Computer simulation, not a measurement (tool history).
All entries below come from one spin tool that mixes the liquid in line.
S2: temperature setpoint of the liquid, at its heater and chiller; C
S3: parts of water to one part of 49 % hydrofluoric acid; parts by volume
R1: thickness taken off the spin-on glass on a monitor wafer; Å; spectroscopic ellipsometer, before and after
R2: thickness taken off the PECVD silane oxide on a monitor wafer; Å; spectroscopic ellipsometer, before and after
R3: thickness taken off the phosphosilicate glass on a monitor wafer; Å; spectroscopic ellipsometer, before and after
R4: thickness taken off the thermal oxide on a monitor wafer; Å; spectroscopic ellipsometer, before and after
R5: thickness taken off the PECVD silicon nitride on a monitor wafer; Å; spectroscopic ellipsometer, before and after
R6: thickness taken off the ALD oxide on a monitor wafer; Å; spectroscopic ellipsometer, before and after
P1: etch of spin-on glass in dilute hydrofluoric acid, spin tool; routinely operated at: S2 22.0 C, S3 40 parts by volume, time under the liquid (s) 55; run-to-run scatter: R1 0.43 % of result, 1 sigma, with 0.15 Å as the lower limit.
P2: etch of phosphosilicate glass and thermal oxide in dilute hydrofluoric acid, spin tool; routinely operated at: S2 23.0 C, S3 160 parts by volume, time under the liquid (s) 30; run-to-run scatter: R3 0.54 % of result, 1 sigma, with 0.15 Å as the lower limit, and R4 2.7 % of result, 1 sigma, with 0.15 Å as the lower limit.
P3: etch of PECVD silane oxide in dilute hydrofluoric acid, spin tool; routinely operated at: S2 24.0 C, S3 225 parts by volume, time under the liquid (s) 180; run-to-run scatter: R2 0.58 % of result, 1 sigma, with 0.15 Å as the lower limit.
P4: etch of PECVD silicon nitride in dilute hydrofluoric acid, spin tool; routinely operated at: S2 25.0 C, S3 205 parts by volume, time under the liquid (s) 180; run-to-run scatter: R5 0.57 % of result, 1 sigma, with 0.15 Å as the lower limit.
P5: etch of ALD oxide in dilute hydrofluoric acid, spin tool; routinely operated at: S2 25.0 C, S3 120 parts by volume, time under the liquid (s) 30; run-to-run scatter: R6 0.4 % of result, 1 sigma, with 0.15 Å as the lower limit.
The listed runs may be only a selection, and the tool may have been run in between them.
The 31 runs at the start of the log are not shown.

run 32 hour=101.7 | process_that_ran=P1 S2=22.0 S3=40 time_under_the_liquid_(s)=55 | R1=508.42
run 33 hour=104.0 | process_that_ran=P1 S2=22.0 S3=40 time_under_the_liquid_(s)=55 | R1=509.88
run 34 hour=106.3 | process_that_ran=P1 S2=22.0 S3=40 time_under_the_liquid_(s)=55 | R1=516.45
run 35 hour=110.4 | process_that_ran=P1 S2=22.0 S3=40 time_under_the_liquid_(s)=55 | R1=522.89
run 36 hour=114.3 | process_that_ran=P1 S2=22.0 S3=40 time_under_the_liquid_(s)=55 | R1=529.76
run 37 hour=116.4 | process_that_ran=P1 S2=22.0 S3=40 time_under_the_liquid_(s)=55 | R1=526.73
run 38 hour=120.0 | process_that_ran=P1 S2=22.0 S3=40 time_under_the_liquid_(s)=55 | R1=529.59
run 39 hour=123.8 | process_that_ran=P1 S2=22.0 S3=40 time_under_the_liquid_(s)=55 | R1=528.52
run 40 hour=126.0 | process_that_ran=P1 S2=22.0 S3=40 time_under_the_liquid_(s)=55 | R1=528.41

The next listed run, before its measurement:
run 41 hour=128.4 | process_that_ran=P1 S2=22.0 S3=40 time_under_the_liquid_(s)=55 | R1=?

{"run 41": {"R1": 527.93}}
